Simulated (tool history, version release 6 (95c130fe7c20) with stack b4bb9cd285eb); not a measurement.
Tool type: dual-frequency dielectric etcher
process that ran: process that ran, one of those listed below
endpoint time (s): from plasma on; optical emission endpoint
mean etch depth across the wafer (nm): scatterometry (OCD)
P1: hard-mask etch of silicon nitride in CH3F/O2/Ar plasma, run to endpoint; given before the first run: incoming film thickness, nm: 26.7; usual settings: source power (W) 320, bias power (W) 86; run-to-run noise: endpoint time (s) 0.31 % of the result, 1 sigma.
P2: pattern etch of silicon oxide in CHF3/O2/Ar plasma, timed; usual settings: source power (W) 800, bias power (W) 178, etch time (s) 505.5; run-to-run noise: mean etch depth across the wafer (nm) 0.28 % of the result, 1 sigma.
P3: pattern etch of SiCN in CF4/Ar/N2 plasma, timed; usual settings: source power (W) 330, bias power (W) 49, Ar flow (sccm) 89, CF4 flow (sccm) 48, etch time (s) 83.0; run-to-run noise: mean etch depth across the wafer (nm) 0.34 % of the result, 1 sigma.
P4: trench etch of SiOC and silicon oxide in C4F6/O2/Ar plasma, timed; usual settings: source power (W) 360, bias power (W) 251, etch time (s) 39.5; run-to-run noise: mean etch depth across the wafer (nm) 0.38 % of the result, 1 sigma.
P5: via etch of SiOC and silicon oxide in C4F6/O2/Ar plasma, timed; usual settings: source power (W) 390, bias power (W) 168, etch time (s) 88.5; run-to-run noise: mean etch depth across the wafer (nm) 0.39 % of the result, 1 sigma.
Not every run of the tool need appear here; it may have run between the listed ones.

run   hour  process that ran  source power (W)  bias power (W)  etch time (s)  Ar flow (sccm)  CF4 flow (sccm)  hours since the last wet clean  hours since the last source power generator calibration  hours since the last bias power generator calibration  endpoint time (s)  mean etch depth across the wafer (nm)
  1   11.1                P1               320              86                                                                            96.9                                                   1836.1                                                 1116.6             39.796
  2   20.8                P5               390             168           88.5                                                            106.6                                                   1845.8                                                 1126.3                                                    98.309
  3   38.8                P4               360             251           39.5                                                            124.6                                                   1863.8                                                 1144.3                                                    82.389
  4   50.4                P1               400              86                                                                           136.2                                                   1875.4                                                 1155.9             36.699
  5   67.3                P3               330              49          115.0              89               48                           153.1                                                   1892.3                                                 1172.8                                                    62.315
  6   79.2                P1               320              60                                                                           165.0                                                   1904.2                                                 1184.7             44.872
  7   93.6                P2               800             178          505.5                                                            179.4                                                   1918.6                                                 1199.1                                                  1058.200
  8  110.4                P3               330              49           83.0              89               66                           196.2                                                   1935.4                                                 1215.9                                                    47.508
  9  120.4                P5               390             168          129.5                                                            206.2                                                   1945.4                                                 1225.9                                                   143.910
 10  136.7                P1               320              86                                                                           222.5                                                   1961.7                                                 1242.2             39.897
 11  150.3                P2               800             178          505.5                                                            236.1                                                   1975.3                                                 1255.8                                                  1064.200
 12  165.9                P2               800             220          505.5                                                            251.7                                                   1990.9                                                 1271.4                                                  1146.700
 13  183.1                P3               240              49           83.0              89               48                           268.9                                                   2008.1                                                 1288.6                                                    34.079
 14  200.4                P3               330              49           83.0             117               48                           286.2                                                   2025.4                                                 1305.9                                                    43.035
 15  210.0                P1               320              86                                                                           295.8                                                   2035.0                                                 1315.5             39.881
 16  228.3                P1               260              86                                                                           314.1                                                   2053.3                                                 1333.8             43.085
 17  238.1                P2              1060             178          505.5                                                            323.9                                                   2063.1                                                 1343.6                                                  1184.100
 18  247.8                P4               450             251           39.5                                                            333.6                                                   2072.8                                                 1353.3                                                    90.227
 19  259.1                P3               330              32           83.0              89               48                           344.9                                                   2084.1                                                 1364.6                                                    39.547
 20  271.4                P4               360             251           24.0                                                            357.2                                                   2096.4                                                 1376.9                                                    50.223
 21  280.1                P5               510             168           88.5                                                            365.9                                                   2105.1                                                 1385.6                                                   109.900
 22  294.9                P1               320             103                                                                           380.7                                                   2119.9                                                 1400.4             37.386
 23  304.6                P5               390             168           88.5                                                            390.4                                                   2129.6                                                 1410.1                                                    98.779
 24  316.3                P1               210             120                                                                           402.1                                                   2141.3                                                 1421.8             41.140
 25  324.9                P1               320              86                                                                           410.7                                                   2149.9                                                 1430.4             39.786
 26  341.3                P2               800             178          754.5                                                            427.1                                                   2166.3                                                 1446.8                                                  1593.500
     347.9  -- bias power generator calibrated
 27  357.6                P4               360             177           39.5                                                            443.4                                                   2182.6                                                    9.8                                                    73.875
 28  371.0                P3               330              49           83.0              89               48                           456.8                                                   2196.0                                                   23.2                                                    45.214
 29  386.7                P1               320              86                                                                           472.5                                                   2211.7                                                   38.9             39.845
 30  405.6                P5               390             124           88.5                                                            491.4                                                   2230.6                                                   57.8                                                    89.703
 31  414.8                P1               320              86                                                                           500.6                                                   2239.8                                                   67.0             39.787
 32  431.2                P1               320              86                                                                           517.0                                                   2256.2                                                   83.4             39.638
 33  447.0                P1               320              86                                                                           532.8                                                   2272.0                                                   99.2             39.617
 34  458.9                P1               320              86                                                                           544.7                                                   2283.9                                                  111.1             39.562
 35  467.8                P1               320              86                                                                           553.6                                                   2292.8                                                  120.0             39.132
 36  486.6                P1               320              86                                                                           572.4                                                   2311.6                                                  138.8             39.268
 37  502.9                P1               320              86                                                                           588.7                                                   2327.9                                                  155.1             39.074
 38  511.9                P1               320              86                                                                           597.7                                                   2336.9                                                  164.1             39.260
     519.1  -- wet clean of the chamber
 39  525.6                P1               320              86                                                                             6.5                                                   2350.6                                                  177.8             39.205
 40  541.1                P1               320              86                                                                            22.0                                                   2366.1                                                  193.3             39.172
 41  554.0                P1               320              86                                                                            34.9                                                   2379.0                                                  206.2             39.148
 42  572.1                P1               320              86                                                                            53.0                                                   2397.1                                                  224.3             39.405

P1 has crept away from where it was. The log is fitted equally well by each of these 2 causes, at the sizes shown:
A: source power that arrives over what is set, % = 4.22
B: bias power that arrives over what is set, % = 4.35
Creep in the process output first set in at about hour 414.8.
Other possible causes, and why each is ruled out:
chamber walls in a state that raises the etch rate, %: maintenance at hour 519.1, after the shift began, did not return the process to its former output

Which of the check runs below tells the causes apart, meaning the causes would give it clearly different results? Each run uses 2 wafers whose results are averaged, and each result is shown as a question mark.
check 1  590.2                P2              1000             178          505.5                                                                                                                                                                                                                                          ?
check 2  590.2                P3               330              49          114.5              89               64                                                                                                                                                                                                         ?
check 3  590.2                P4               360             187           39.5                                                                                                                                                                                                                                          ?
check 4  590.2                P5               510             168           88.5                                                                                                                                                                                                                                          ?

How each check would come out, cause by cause:
  check                                 result      if A      if B
check 1  mean etch depth across the wafer (nm)  1178.200  1175.600
check 2  mean etch depth across the wafer (nm)    67.741    66.219
check 3  mean etch depth across the wafer (nm)    76.233    76.060
check 4  mean etch depth across the wafer (nm)   111.300   110.980
Minimum pairwise separation of causes per check, each pair taken at its best-separating result: check 1 0.22 %; check 2 2.27 %; check 3 0.23 %; check 4 0.28 %
Check 2 is the one run that separates the causes; every other check would come out nearly the same whichever cause is at work.

Then check 2 was run and gave: mean etch depth across the wafer (nm) 66.288. Which cause is it?

It is B: bias power that arrives over what is set, %.
